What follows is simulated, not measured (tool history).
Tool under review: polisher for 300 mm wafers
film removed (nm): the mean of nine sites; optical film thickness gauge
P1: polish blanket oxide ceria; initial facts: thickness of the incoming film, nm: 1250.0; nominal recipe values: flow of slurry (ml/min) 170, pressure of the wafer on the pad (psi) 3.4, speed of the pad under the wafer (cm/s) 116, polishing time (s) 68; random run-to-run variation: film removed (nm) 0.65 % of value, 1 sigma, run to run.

run  hour  flow of slurry (ml/min)  pressure of the wafer on the pad (psi)  speed of the pad under the wafer (cm/s)  polishing time (s)  film removed (nm)
  1   2.9                      170                                     3.4                                      116                  68             422.48
  2   6.0                      170                                     3.4                                      116                  68             422.17
  3  10.0                      245                                     5.3                                      116                  68             687.69
  4  13.9                      100                                     3.4                                      116                  68             376.77
  5  17.3                      170                                     1.7                                      116                  68             208.63
  6  19.8                      170                                     3.4                                      116                  68             417.69
  7  23.3                      170                                     3.4                                      116                  68             419.59
  8  27.3                      170                                     3.4                                       56                  68             203.45
  9  31.2                      170                                     3.4                                      116                 102             627.86
 10  35.3                      170                                     4.9                                      116                  68             603.32
 11  37.9                      170                                     4.3                                      116                  98             770.12
 12  42.4                      260                                     3.4                                      116                  68             446.45
 13  44.6                      170                                     3.4                                      182                  68             659.26
 14  48.7                      170                                     3.4                                      154                  47             386.48
 15  51.8                      170                                     3.4                                      116                  36             222.61
 16  54.0                      170                                     3.4                                      116                  68             420.37
 17  58.5                      170                                     3.4                                      116                  68             409.00
 18  62.3                      170                                     3.4                                      116                  68             405.20
 19  64.6                      170                                     3.4                                      116                  68             404.96
 20  68.4                      170                                     3.4                                      116                  68             396.03
 21  70.8                      170                                     3.4                                      116                  68             391.39
 22  72.8                      170                                     3.4                                      116                  68             396.98
 23  75.6                      170                                     3.4                                      116                  68             389.15
     77.8  -- head pressure recalibrated
 24  78.6                      170                                     3.4                                      116                  68             391.25
 25  82.3                      170                                     3.4                                      116                  68             385.22
 26  86.4                      170                                     3.4                                      116                  68             386.09
 27  89.3                      170                                     3.4                                      116                  68             391.77

Compared with where it was, what P1 gives has crept away. Each cause listed below fits the log as well as the rest, at the size given for it:
A: removal rate lost through wear of the pad, % = 7.51
B: slurry flow missing at the pad, % = 34.1
The drift started at roughly hour 54.0.
All other causes, with the reason each is excluded:
head's pressure below its setpoint, %: serviced at hour 77.8, after the change had begun; the process did not return to its earlier output

Consider the 4 check runs below, whose results appear as question marks and each of which averages 5 wafers. Which one distinguishes the causes, in that each cause would give it a clearly different result?
check 1  92.2                      170                                     3.4                                       58                 100                  ?
check 2  92.2                      250                                     3.4                                      164                  68                  ?
check 3  92.2                      170                                     1.7                                      116                  97                  ?
check 4  92.2                      170                                     4.8                                      144                  68                  ?

Outcome of each check run for each possible cause:
  check             result    if A    if B
check 1  film removed (nm)  285.65  285.64
check 2  film removed (nm)  577.21  590.94
check 3  film removed (nm)  277.08  277.07
check 4  film removed (nm)  680.83  680.82
Per-check spread between the two closest causes, in the result where they differ most: check 1 0 %; check 2 2.35 %; check 3 0 %; check 4 0 %
Of the check runs offered, only check 2 discriminates between the causes; the rest would read about the same regardless of which cause applies.

The results of check 2 are: film removed (nm) 591.69. Based on these, which of the listed causes is it?

B is the cause: slurry flow missing at the pad, %.
